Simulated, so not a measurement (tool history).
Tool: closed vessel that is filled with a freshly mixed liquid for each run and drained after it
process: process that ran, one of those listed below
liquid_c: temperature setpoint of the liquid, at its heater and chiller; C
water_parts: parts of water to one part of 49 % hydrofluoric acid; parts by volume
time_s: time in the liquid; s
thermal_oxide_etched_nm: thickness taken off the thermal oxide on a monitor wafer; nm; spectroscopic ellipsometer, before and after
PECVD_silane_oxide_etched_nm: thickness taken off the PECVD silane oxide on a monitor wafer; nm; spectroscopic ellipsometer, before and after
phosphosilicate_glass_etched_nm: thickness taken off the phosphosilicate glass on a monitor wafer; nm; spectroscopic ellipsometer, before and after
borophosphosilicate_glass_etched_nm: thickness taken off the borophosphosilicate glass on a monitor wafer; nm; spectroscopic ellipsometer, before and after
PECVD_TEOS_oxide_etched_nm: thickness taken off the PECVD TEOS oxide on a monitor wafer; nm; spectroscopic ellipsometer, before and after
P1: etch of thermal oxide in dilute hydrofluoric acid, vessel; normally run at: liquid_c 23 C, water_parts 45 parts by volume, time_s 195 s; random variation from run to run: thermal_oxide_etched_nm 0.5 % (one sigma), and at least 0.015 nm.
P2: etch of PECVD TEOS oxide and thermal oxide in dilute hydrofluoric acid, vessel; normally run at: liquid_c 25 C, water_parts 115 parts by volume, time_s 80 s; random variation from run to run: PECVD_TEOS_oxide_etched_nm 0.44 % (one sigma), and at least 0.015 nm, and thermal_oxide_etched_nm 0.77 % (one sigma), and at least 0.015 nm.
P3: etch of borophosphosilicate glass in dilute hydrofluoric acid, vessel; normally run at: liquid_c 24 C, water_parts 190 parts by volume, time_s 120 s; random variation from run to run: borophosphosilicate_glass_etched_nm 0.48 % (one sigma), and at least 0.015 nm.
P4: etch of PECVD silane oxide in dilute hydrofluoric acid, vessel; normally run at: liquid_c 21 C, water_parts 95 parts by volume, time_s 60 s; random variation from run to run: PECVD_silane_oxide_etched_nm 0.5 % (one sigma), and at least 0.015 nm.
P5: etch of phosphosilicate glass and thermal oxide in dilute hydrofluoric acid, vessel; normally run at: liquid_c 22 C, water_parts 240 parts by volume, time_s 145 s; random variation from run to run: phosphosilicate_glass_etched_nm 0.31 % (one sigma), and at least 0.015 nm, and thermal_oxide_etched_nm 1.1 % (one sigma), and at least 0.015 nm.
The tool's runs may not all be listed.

| run | hour | process | liquid_c | water_parts | time_s | thermal_oxide_etched_nm | PECVD_silane_oxide_etched_nm | phosphosilicate_glass_etched_nm | borophosphosilicate_glass_etched_nm | PECVD_TEOS_oxide_etched_nm |
|---|---|---|---|---|---|---|---|---|---|---|
| 1 | 14 | P1 | 23 | 45 | 195 | 20.217 |  |  |  |  |
| 2 | 27 | P1 | 23 | 45 | 195 | 20.3 |  |  |  |  |
| 3 | 34 | P4 | 28.5 | 95 | 60 |  | 30.551 |  |  |  |
| 4 | 45.4 | P1 | 17.5 | 45 | 30 | 2.4748 |  |  |  |  |
| 5 | 60.1 | P5 | 18 | 240 | 145 | 1.956 |  | 37.035 |  |  |
| 6 | 66.8 | P1 | 23 | 25 | 195 | 36.927 |  |  |  |  |
| 7 | 73.7 | P1 | 23 | 45 | 285 | 29.732 |  |  |  |  |
| 8 | 86.6 | P5 | 22 | 240 | 80 | 1.2415 |  | 23.733 |  |  |
| 9 | 94.4 | P1 | 17 | 45 | 195 | 15.651 |  |  |  |  |
| 10 | 103.7 | P1 | 23 | 45 | 195 | 20.361 |  |  |  |  |
| 11 | 111.1 | P1 | 23 | 45 | 90 | 9.2817 |  |  |  |  |
| 12 | 125.8 | P4 | 21 | 140 | 60 |  | 14.695 |  |  |  |
| 13 | 133.4 | P3 | 24 | 190 | 30 |  |  |  | 4.5774 |  |
| 14 | 146.4 | P4 | 21 | 95 | 60 |  | 22.367 |  |  |  |
| 15 | 154.3 | P1 | 23 | 75 | 270 | 16.169 |  |  |  |  |
| 16 | 167.9 | P5 | 22 | 240 | 145 | 2.2687 |  | 42.737 |  |  |
| 17 | 177.4 | P1 | 23 | 45 | 195 | 20.244 |  |  |  |  |
| 18 | 191.6 | P5 | 22 | 45 | 145 | 14.556 |  | 284.24 |  |  |
| 19 | 205.9 | P1 | 31.5 | 45 | 195 | 28.485 |  |  |  |  |
| 20 | 219.8 | P2 | 25 | 115 | 80 | 3.275 |  |  |  | 17.659 |
| 21 | 229.6 | P4 | 21 | 95 | 30 |  | 11.255 |  |  |  |
| 22 | 240.6 | P3 | 20 | 190 | 120 |  |  |  | 15.827 |  |
| 23 | 254.6 | P2 | 17.5 | 115 | 80 | 2.4539 |  |  |  | 13.032 |
| 24 | 270 | P1 | 23 | 45 | 195 | 20.171 |  |  |  |  |
| 25 | 284 | P5 | 22 | 240 | 145 | 2.2392 |  | 42.965 |  |  |
| 26 | 290.7 | P1 | 23 | 45 | 195 | 20.5 |  |  |  |  |
| 27 | 299.8 | P3 | 24 | 190 | 120 |  |  |  | 18.449 |  |
| 28 | 314.3 | P1 | 23 | 45 | 195 | 20.17 |  |  |  |  |
| 29 | 327.7 | P1 | 23 | 75 | 195 | 11.65 |  |  |  |  |
| 30 | 342.7 | P3 | 24 | 345 | 120 |  |  |  | 8.6493 |  |
| 31 | 350.1 | P4 | 21 | 95 | 60 |  | 22.58 |  |  |  |
| 32 | 364.5 | P2 | 25 | 115 | 160 | 6.6772 |  |  |  | 35.449 |
| 33 | 376.7 | P3 | 24 | 190 | 120 |  |  |  | 18.568 |  |
| 34 | 385 | P2 | 25 | 45 | 80 | 9.3148 |  |  |  | 49.457 |
| 35 | 399.5 | P1 | 23 | 45 | 195 | 20.275 |  |  |  |  |
| 36 | 407.9 | P1 | 23 | 45 | 195 | 20.746 |  |  |  |  |
| 37 | 416.9 | P1 | 23 | 45 | 195 | 21.383 |  |  |  |  |
| 38 | 430.6 | P1 | 23 | 45 | 195 | 21.734 |  |  |  |  |
| 39 | 444.7 | P1 | 23 | 45 | 195 | 21.891 |  |  |  |  |
| 40 | 455.5 | P1 | 23 | 45 | 195 | 21.938 |  |  |  |  |
| 41 | 463.6 | P1 | 23 | 45 | 195 | 22.027 |  |  |  |  |
| 42 | 473.5 | P1 | 23 | 45 | 195 | 22.182 |  |  |  |  |
| 43 | 483.8 | P1 | 23 | 45 | 195 | 21.925 |  |  |  |  |
| 44 | 492 | P1 | 23 | 45 | 195 | 22.138 |  |  |  |  |

What P1 gives has crept away from where it was. These 2 causes fit the log equally well, each at the size given:
A: hydrofluoric acid flow above the setpoint (%) = 9.08
B: liquid hotter than its thermometer reads (K) = 2.23
The creep began at about hour 399.5.

4 check runs are offered, one wafer each, their results left as question marks. Which one tells the causes apart?
| check 1 | 500.2 | P4 | 25.5 | 95 | 35 |  | ? |  |  |  |
| check 2 | 500.2 | P5 | 22 | 60 | 85 | ? |  | ? |  |  |
| check 3 | 500.2 | P2 | 21.5 | 115 | 150 | ? |  |  |  | ? |
| check 4 | 500.2 | P3 | 24 | 330 | 120 |  |  |  | ? |  |

What each check would give under each cause:
| check | result | if A | if B |
|---|---|---|---|
| check 1 | PECVD_silane_oxide_etched_nm | 17.372 | 17.19 |
| check 2 | thermal_oxide_etched_nm | 7.0195 | 7.01 |
| check 2 | phosphosilicate_glass_etched_nm | 134.72 | 134.54 |
| check 3 | thermal_oxide_etched_nm | 6.0143 | 5.9589 |
| check 3 | PECVD_TEOS_oxide_etched_nm | 31.873 | 31.579 |
| check 4 | borophosphosilicate_glass_etched_nm | 10.316 | 9.9293 |
How far apart the two closest causes lie, in the result that separates them most: check 1 1.05 %; check 2 0.14 %; check 3 0.93 %; check 4 3.82 %
Only check 4 tells the causes apart: in the others they would give nearly the same result.

Check 4 was then run and gave: borophosphosilicate_glass_etched_nm 10.293 nm. Which cause is it?

It is A: hydrofluoric acid flow above the setpoint (%).
